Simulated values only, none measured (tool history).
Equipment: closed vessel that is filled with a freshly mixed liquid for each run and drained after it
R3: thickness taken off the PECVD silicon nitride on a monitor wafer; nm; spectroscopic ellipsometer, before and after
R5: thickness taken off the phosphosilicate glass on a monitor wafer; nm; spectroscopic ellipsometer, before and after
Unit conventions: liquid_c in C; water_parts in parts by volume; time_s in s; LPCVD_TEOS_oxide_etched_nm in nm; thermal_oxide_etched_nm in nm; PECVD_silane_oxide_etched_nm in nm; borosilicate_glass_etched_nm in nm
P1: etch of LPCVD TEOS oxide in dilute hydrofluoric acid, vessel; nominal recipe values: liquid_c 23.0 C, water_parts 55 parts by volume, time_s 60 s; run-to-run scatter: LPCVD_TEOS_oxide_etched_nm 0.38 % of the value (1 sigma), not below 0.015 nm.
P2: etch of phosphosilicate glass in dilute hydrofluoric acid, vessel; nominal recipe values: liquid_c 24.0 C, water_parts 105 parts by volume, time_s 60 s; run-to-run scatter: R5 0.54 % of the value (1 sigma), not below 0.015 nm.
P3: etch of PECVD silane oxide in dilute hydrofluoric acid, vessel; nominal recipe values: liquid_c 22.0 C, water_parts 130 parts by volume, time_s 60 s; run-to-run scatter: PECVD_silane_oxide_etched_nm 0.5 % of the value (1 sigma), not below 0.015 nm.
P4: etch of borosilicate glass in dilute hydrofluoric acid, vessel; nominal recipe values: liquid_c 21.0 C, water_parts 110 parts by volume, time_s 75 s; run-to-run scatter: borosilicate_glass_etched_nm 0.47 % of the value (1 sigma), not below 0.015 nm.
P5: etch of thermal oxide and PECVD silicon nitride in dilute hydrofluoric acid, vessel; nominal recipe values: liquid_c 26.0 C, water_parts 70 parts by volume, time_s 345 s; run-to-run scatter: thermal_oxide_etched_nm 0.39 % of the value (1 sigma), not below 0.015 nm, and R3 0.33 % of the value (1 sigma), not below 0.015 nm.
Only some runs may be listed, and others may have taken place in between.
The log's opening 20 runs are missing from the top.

{"run": 21, "hour": 291.9, "process": "P2", "liquid_c": 24.0, "water_parts": 50, "time_s": 60, "R5": 113.43}
{"run": 22, "hour": 303.0, "process": "P4", "liquid_c": 21.0, "water_parts": 110, "time_s": 75, "borosilicate_glass_etched_nm": 22.168}
{"run": 23, "hour": 315.3, "process": "P4", "liquid_c": 21.0, "water_parts": 190, "time_s": 75, "borosilicate_glass_etched_nm": 11.738}
{"run": 24, "hour": 330.6, "process": "P1", "liquid_c": 23.0, "water_parts": 55, "time_s": 100, "LPCVD_TEOS_oxide_etched_nm": 95.934}
{"run": 25, "hour": 348.1, "process": "P2", "liquid_c": 24.0, "water_parts": 105, "time_s": 30, "R5": 25.008}
{"run": 26, "hour": 360.0, "process": "P1", "liquid_c": 23.0, "water_parts": 55, "time_s": 60, "LPCVD_TEOS_oxide_etched_nm": 58.13}
{"run": 27, "hour": 370.1, "process": "P4", "liquid_c": 21.0, "water_parts": 110, "time_s": 75, "borosilicate_glass_etched_nm": 22.224}
{"run": 28, "hour": 380.7, "process": "P1", "liquid_c": 23.0, "water_parts": 55, "time_s": 60, "LPCVD_TEOS_oxide_etched_nm": 58.146}
{"run": 29, "hour": 391.7, "process": "P1", "liquid_c": 23.0, "water_parts": 55, "time_s": 60, "LPCVD_TEOS_oxide_etched_nm": 58.155}
{"run": 30, "hour": 408.3, "process": "P2", "liquid_c": 24.0, "water_parts": 105, "time_s": 60, "R5": 50.124}
{"run": 31, "hour": 417.5, "process": "P5", "liquid_c": 26.0, "water_parts": 70, "time_s": 345, "thermal_oxide_etched_nm": 26.056, "R3": 17.517}
{"run": 32, "hour": 434.4, "process": "P5", "liquid_c": 19.5, "water_parts": 70, "time_s": 345, "thermal_oxide_etched_nm": 19.985, "R3": 11.328}
{"run": 33, "hour": 448.4, "process": "P5", "liquid_c": 26.0, "water_parts": 70, "time_s": 645, "thermal_oxide_etched_nm": 48.487, "R3": 32.849}
{"run": 34, "hour": 463.6, "process": "P3", "liquid_c": 22.0, "water_parts": 130, "time_s": 60, "PECVD_silane_oxide_etched_nm": 6.2246}

Run 35 comes next. What will it give?
{"run": 35, "hour": 479.6, "process": "P1", "liquid_c": 23.0, "water_parts": 55, "time_s": 60, "LPCVD_TEOS_oxide_etched_nm": "?"}

Run 35 produced LPCVD_TEOS_oxide_etched_nm 58.181 nm.
